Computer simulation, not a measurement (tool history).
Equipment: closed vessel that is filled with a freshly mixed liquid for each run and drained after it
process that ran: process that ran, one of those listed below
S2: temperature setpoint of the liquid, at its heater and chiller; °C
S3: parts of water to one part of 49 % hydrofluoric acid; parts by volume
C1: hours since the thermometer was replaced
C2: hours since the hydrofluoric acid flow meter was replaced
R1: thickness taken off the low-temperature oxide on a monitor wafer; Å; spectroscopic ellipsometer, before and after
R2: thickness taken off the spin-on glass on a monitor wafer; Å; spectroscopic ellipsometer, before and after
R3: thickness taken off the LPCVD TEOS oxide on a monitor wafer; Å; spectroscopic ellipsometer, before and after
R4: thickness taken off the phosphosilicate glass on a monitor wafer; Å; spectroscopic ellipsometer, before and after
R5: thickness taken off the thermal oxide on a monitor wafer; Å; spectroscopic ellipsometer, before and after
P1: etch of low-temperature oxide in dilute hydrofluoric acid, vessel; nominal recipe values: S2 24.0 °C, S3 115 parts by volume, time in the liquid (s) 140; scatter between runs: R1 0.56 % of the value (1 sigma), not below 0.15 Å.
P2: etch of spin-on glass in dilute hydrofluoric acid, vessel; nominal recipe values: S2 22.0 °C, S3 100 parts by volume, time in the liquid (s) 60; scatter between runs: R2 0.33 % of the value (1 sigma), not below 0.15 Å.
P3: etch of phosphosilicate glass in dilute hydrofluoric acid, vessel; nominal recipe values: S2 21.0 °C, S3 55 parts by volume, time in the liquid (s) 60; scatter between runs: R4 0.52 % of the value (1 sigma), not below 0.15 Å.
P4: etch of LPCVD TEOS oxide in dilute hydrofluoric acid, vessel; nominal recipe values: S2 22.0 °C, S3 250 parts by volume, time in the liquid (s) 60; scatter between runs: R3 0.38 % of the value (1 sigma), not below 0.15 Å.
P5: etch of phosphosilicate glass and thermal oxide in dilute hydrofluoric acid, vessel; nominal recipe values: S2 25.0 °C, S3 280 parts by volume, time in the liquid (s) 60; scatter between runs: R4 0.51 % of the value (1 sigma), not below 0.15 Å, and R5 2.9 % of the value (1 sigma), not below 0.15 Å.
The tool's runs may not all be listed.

{"run": 1, "hour": 9.3, "process that ran": "P1", "S2": 24.0, "S3": 115, "time in the liquid (s)": 140, "C1": 718.1, "C2": 803.3, "R1": 413.37}
{"run": 2, "hour": 21.7, "process that ran": "P2", "S2": 22.0, "S3": 180, "time in the liquid (s)": 60, "C1": 730.5, "C2": 815.7, "R2": 104.18}
{"run": 3, "hour": 39.0, "process that ran": "P1", "S2": 31.5, "S3": 115, "time in the liquid (s)": 45, "C1": 747.8, "C2": 833.0, "R1": 178.29}
{"run": 4, "hour": 54.1, "process that ran": "P1", "S2": 24.0, "S3": 115, "time in the liquid (s)": 140, "C1": 762.9, "C2": 848.1, "R1": 414.01}
{"run": 5, "hour": 62.5, "process that ran": "P4", "S2": 22.0, "S3": 250, "time in the liquid (s)": 60, "C1": 771.3, "C2": 856.5, "R3": 61.236}
{"hour": 74.8, "done": "thermometer replaced"}
{"run": 6, "hour": 76.8, "process that ran": "P3", "S2": 21.0, "S3": 55, "time in the liquid (s)": 105, "C1": 2.0, "C2": 870.8, "R4": 1337.9}
{"run": 7, "hour": 87.9, "process that ran": "P1", "S2": 17.0, "S3": 115, "time in the liquid (s)": 60, "C1": 13.1, "C2": 881.9, "R1": 134.51}
{"run": 8, "hour": 95.5, "process that ran": "P2", "S2": 22.0, "S3": 100, "time in the liquid (s)": 95, "C1": 20.7, "C2": 889.5, "R2": 323.48}
{"run": 9, "hour": 111.1, "process that ran": "P3", "S2": 21.0, "S3": 55, "time in the liquid (s)": 60, "C1": 36.3, "C2": 905.1, "R4": 756.87}
{"run": 10, "hour": 124.1, "process that ran": "P4", "S2": 22.0, "S3": 455, "time in the liquid (s)": 60, "C1": 49.3, "C2": 918.1, "R3": 27.945}
{"run": 11, "hour": 134.9, "process that ran": "P5", "S2": 25.0, "S3": 280, "time in the liquid (s)": 30, "C1": 60.1, "C2": 928.9, "R4": 179.64, "R5": 3.9033}
{"run": 12, "hour": 143.7, "process that ran": "P2", "S2": 22.0, "S3": 100, "time in the liquid (s)": 60, "C1": 68.9, "C2": 937.7, "R2": 206.5}
{"run": 13, "hour": 151.7, "process that ran": "P2", "S2": 27.0, "S3": 100, "time in the liquid (s)": 60, "C1": 76.9, "C2": 945.7, "R2": 249.98}
{"run": 14, "hour": 168.3, "process that ran": "P1", "S2": 24.0, "S3": 115, "time in the liquid (s)": 140, "C1": 93.5, "C2": 962.3, "R1": 418.87}
{"run": 15, "hour": 176.4, "process that ran": "P4", "S2": 29.5, "S3": 250, "time in the liquid (s)": 60, "C1": 101.6, "C2": 970.4, "R3": 79.245}
{"run": 16, "hour": 185.2, "process that ran": "P1", "S2": 32.0, "S3": 115, "time in the liquid (s)": 140, "C1": 110.4, "C2": 979.2, "R1": 564.84}
{"run": 17, "hour": 200.4, "process that ran": "P1", "S2": 24.0, "S3": 115, "time in the liquid (s)": 140, "C1": 125.6, "C2": 994.4, "R1": 416.28}
{"run": 18, "hour": 208.2, "process that ran": "P3", "S2": 21.0, "S3": 55, "time in the liquid (s)": 60, "C1": 133.4, "C2": 1002.2, "R4": 755.17}
{"run": 19, "hour": 225.5, "process that ran": "P3", "S2": 27.5, "S3": 55, "time in the liquid (s)": 60, "C1": 150.7, "C2": 1019.5, "R4": 985.53}
{"run": 20, "hour": 236.0, "process that ran": "P1", "S2": 17.0, "S3": 115, "time in the liquid (s)": 240, "C1": 161.2, "C2": 1030.0, "R1": 543.28}
{"run": 21, "hour": 253.1, "process that ran": "P5", "S2": 25.0, "S3": 65, "time in the liquid (s)": 60, "C1": 178.3, "C2": 1047.1, "R4": 1981.3, "R5": 43.685}
{"run": 22, "hour": 266.6, "process that ran": "P1", "S2": 24.0, "S3": 115, "time in the liquid (s)": 140, "C1": 191.8, "C2": 1060.6, "R1": 413.66}
{"run": 23, "hour": 277.3, "process that ran": "P5", "S2": 25.0, "S3": 280, "time in the liquid (s)": 60, "C1": 202.5, "C2": 1071.3, "R4": 363.51, "R5": 8.2919}
{"run": 24, "hour": 289.1, "process that ran": "P1", "S2": 24.0, "S3": 115, "time in the liquid (s)": 30, "C1": 214.3, "C2": 1083.1, "R1": 88.197}
{"run": 25, "hour": 297.3, "process that ran": "P1", "S2": 24.0, "S3": 165, "time in the liquid (s)": 140, "C1": 222.5, "C2": 1091.3, "R1": 271.72}
{"run": 26, "hour": 305.9, "process that ran": "P5", "S2": 25.0, "S3": 280, "time in the liquid (s)": 60, "C1": 231.1, "C2": 1099.9, "R4": 362.53, "R5": 8.0772}
{"run": 27, "hour": 322.4, "process that ran": "P1", "S2": 18.5, "S3": 115, "time in the liquid (s)": 140, "C1": 247.6, "C2": 1116.4, "R1": 332.78}
{"run": 28, "hour": 339.7, "process that ran": "P5", "S2": 31.5, "S3": 280, "time in the liquid (s)": 60, "C1": 264.9, "C2": 1133.7, "R4": 445.62, "R5": 10.031}
{"run": 29, "hour": 350.6, "process that ran": "P4", "S2": 22.0, "S3": 250, "time in the liquid (s)": 60, "C1": 275.8, "C2": 1144.6, "R3": 60.869}
{"run": 30, "hour": 360.7, "process that ran": "P1", "S2": 24.0, "S3": 115, "time in the liquid (s)": 225, "C1": 285.9, "C2": 1154.7, "R1": 673.58}
{"run": 31, "hour": 370.3, "process that ran": "P1", "S2": 24.0, "S3": 60, "time in the liquid (s)": 140, "C1": 295.5, "C2": 1164.3, "R1": 850.46}
{"run": 32, "hour": 386.8, "process that ran": "P4", "S2": 22.0, "S3": 250, "time in the liquid (s)": 95, "C1": 312.0, "C2": 1180.8, "R3": 96.152}
{"run": 33, "hour": 397.9, "process that ran": "P2", "S2": 22.0, "S3": 100, "time in the liquid (s)": 60, "C1": 323.1, "C2": 1191.9, "R2": 205.93}
{"run": 34, "hour": 410.7, "process that ran": "P3", "S2": 21.0, "S3": 20, "time in the liquid (s)": 60, "C1": 335.9, "C2": 1204.7, "R4": 2179.0}
{"run": 35, "hour": 426.6, "process that ran": "P1", "S2": 24.0, "S3": 115, "time in the liquid (s)": 140, "C1": 351.8, "C2": 1220.6, "R1": 411.27}
{"run": 36, "hour": 441.6, "process that ran": "P1", "S2": 24.0, "S3": 115, "time in the liquid (s)": 140, "C1": 366.8, "C2": 1235.6, "R1": 403.79}

Run 37, settings as shown, results not yet in. Your forecast:
{"run": 37, "hour": 453.7, "process that ran": "P1", "S2": 24.0, "S3": 115, "time in the liquid (s)": 140, "C1": 378.9, "C2": 1247.7, "R1": "?"}

{"run 37": {"R1": 399.53}}
